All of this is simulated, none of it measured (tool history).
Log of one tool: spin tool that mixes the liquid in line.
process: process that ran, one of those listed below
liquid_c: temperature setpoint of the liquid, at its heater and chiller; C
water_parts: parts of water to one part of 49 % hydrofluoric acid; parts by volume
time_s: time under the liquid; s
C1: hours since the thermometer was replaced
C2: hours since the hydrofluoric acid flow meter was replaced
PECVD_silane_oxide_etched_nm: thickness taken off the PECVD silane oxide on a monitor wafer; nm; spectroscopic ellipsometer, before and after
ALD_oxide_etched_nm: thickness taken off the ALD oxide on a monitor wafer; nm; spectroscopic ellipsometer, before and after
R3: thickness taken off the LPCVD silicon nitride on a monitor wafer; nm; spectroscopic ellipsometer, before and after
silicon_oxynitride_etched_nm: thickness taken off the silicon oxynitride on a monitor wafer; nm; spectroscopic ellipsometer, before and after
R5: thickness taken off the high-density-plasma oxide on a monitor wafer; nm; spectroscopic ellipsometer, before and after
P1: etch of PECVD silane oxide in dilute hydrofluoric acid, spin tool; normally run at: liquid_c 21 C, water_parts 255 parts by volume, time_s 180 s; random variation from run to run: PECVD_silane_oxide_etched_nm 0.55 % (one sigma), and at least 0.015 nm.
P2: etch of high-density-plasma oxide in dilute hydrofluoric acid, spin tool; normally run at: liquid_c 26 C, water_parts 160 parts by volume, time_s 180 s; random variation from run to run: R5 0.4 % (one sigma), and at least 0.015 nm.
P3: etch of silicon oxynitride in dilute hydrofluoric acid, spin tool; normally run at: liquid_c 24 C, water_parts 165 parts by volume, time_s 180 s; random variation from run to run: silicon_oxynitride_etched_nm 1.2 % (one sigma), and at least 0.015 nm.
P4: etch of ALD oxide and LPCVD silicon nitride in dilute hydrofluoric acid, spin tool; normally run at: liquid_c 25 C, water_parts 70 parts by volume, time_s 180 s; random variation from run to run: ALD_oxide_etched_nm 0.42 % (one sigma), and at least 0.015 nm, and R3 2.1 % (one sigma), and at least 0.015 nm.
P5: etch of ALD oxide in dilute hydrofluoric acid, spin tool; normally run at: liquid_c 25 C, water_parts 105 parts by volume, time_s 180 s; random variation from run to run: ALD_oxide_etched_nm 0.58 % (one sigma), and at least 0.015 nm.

run 1 hour=8.3 | process=P1 liquid_c=21 water_parts=255 time_s=180 | C1=421.8 C2=191.9 | PECVD_silane_oxide_etched_nm=10.629
run 2 hour=22 | process=P4 liquid_c=17 water_parts=70 time_s=180 | C1=435.5 C2=205.6 | ALD_oxide_etched_nm=24.357 R3=0.72165
run 3 hour=36.2 | process=P3 liquid_c=24 water_parts=225 time_s=180 | C1=449.7 C2=219.8 | silicon_oxynitride_etched_nm=1.1869
run 4 hour=49.5 | process=P3 liquid_c=24 water_parts=165 time_s=310 | C1=463 C2=233.1 | silicon_oxynitride_etched_nm=2.8479
run 5 hour=58.3 | process=P3 liquid_c=32 water_parts=165 time_s=180 | C1=471.8 C2=241.9 | silicon_oxynitride_etched_nm=2.3975
run 6 hour=65.2 | process=P1 liquid_c=25.5 water_parts=255 time_s=80 | C1=478.7 C2=248.8 | PECVD_silane_oxide_etched_nm=5.5435
run 7 hour=78.1 | process=P2 liquid_c=26 water_parts=280 time_s=180 | C1=491.6 C2=261.7 | R5=3.8277
run 8 hour=92.4 | process=P1 liquid_c=21 water_parts=125 time_s=70 | C1=505.9 C2=276 | PECVD_silane_oxide_etched_nm=9.5294
run 9 hour=104.6 | process=P4 liquid_c=25 water_parts=105 time_s=180 | C1=518.1 C2=288.2 | ALD_oxide_etched_nm=21.764 R3=0.80996
run 10 hour=117 | process=P5 liquid_c=25 water_parts=105 time_s=360 | C1=530.5 C2=300.6 | ALD_oxide_etched_nm=37.115
run 11 hour=129.5 | process=P1 liquid_c=17 water_parts=255 time_s=180 | C1=543 C2=313.1 | PECVD_silane_oxide_etched_nm=9.128
run 12 hour=142.2 | process=P1 liquid_c=21 water_parts=45 time_s=180 | C1=555.7 C2=325.8 | PECVD_silane_oxide_etched_nm=75.688
run 13 hour=156.2 | process=P1 liquid_c=17 water_parts=255 time_s=20 | C1=569.7 C2=339.8 | PECVD_silane_oxide_etched_nm=1.001
run 14 hour=165.9 | process=P5 liquid_c=32.5 water_parts=105 time_s=180 | C1=579.4 C2=349.5 | ALD_oxide_etched_nm=24.429
run 15 hour=173.2 | process=P1 liquid_c=21 water_parts=255 time_s=15 | C1=586.7 C2=356.8 | PECVD_silane_oxide_etched_nm=0.89861
run 16 hour=184 | process=P1 liquid_c=21 water_parts=255 time_s=270 | C1=597.5 C2=367.6 | PECVD_silane_oxide_etched_nm=15.827
run 17 hour=193.6 | process=P2 liquid_c=31.5 water_parts=160 time_s=180 | C1=607.1 C2=377.2 | R5=9.2176
run 18 hour=202.7 | process=P5 liquid_c=25 water_parts=45 time_s=180 | C1=616.2 C2=386.3 | ALD_oxide_etched_nm=47.192
run 19 hour=210.1 | process=P5 liquid_c=25 water_parts=105 time_s=180 | C1=623.6 C2=393.7 | ALD_oxide_etched_nm=18.434
run 20 hour=219.5 | process=P2 liquid_c=26 water_parts=160 time_s=180 | C1=633 C2=403.1 | R5=7.6167
run 21 hour=229.4 | process=P4 liquid_c=25 water_parts=70 time_s=180 | C1=642.9 C2=413 | ALD_oxide_etched_nm=34.084 R3=1.3028
run 22 hour=237 | process=P3 liquid_c=24 water_parts=165 time_s=180 | C1=650.5 C2=420.6 | silicon_oxynitride_etched_nm=1.6826
run 23 hour=246.9 | process=P1 liquid_c=21 water_parts=255 time_s=180 | C1=660.4 C2=430.5 | PECVD_silane_oxide_etched_nm=10.656
run 24 hour=258.2 | process=P1 liquid_c=21 water_parts=380 time_s=180 | C1=671.7 C2=441.8 | PECVD_silane_oxide_etched_nm=6.2974
run 25 hour=268.8 | process=P5 liquid_c=25 water_parts=105 time_s=180 | C1=682.3 C2=452.4 | ALD_oxide_etched_nm=18.616
run 26 hour=282 | process=P4 liquid_c=25 water_parts=70 time_s=180 | C1=695.5 C2=465.6 | ALD_oxide_etched_nm=34.096 R3=1.2409
run 27 hour=289.9 | process=P1 liquid_c=24.5 water_parts=255 time_s=180 | C1=703.4 C2=473.5 | PECVD_silane_oxide_etched_nm=11.969
run 28 hour=301.2 | process=P2 liquid_c=26 water_parts=160 time_s=80 | C1=714.7 C2=484.8 | R5=3.3797
run 29 hour=315.6 | process=P4 liquid_c=25 water_parts=70 time_s=300 | C1=729.1 C2=499.2 | ALD_oxide_etched_nm=56.576 R3=2.0797
run 30 hour=326.6 | process=P1 liquid_c=21 water_parts=255 time_s=180 | C1=740.1 C2=510.2 | PECVD_silane_oxide_etched_nm=10.596
run 31 hour=336.9 | process=P1 liquid_c=21 water_parts=255 time_s=180 | C1=750.4 C2=520.5 | PECVD_silane_oxide_etched_nm=10.7
run 32 hour=347.4 | process=P1 liquid_c=21 water_parts=255 time_s=180 | C1=760.9 C2=531 | PECVD_silane_oxide_etched_nm=10.659
run 33 hour=357 | process=P1 liquid_c=21 water_parts=255 time_s=180 | C1=770.5 C2=540.6 | PECVD_silane_oxide_etched_nm=10.371
run 34 hour=369.6 | process=P1 liquid_c=21 water_parts=255 time_s=180 | C1=783.1 C2=553.2 | PECVD_silane_oxide_etched_nm=10.094
run 35 hour=380.2 | process=P1 liquid_c=21 water_parts=255 time_s=180 | C1=793.7 C2=563.8 | PECVD_silane_oxide_etched_nm=10.162
run 36 hour=391.8 | process=P1 liquid_c=21 water_parts=255 time_s=180 | C1=805.3 C2=575.4 | PECVD_silane_oxide_etched_nm=9.9764
run 37 hour=405.8 | process=P1 liquid_c=21 water_parts=255 time_s=180 | C1=819.3 C2=589.4 | PECVD_silane_oxide_etched_nm=9.9952
run 38 hour=418.5 | process=P1 liquid_c=21 water_parts=255 time_s=180 | C1=832 C2=602.1 | PECVD_silane_oxide_etched_nm=9.9811

Run 39 comes next. What will it give?
run 39 hour=425.7 | process=P1 liquid_c=21 water_parts=255 time_s=180 | C1=839.2 C2=609.3 | PECVD_silane_oxide_etched_nm=?

PECVD_silane_oxide_etched_nm: 10.014 nm
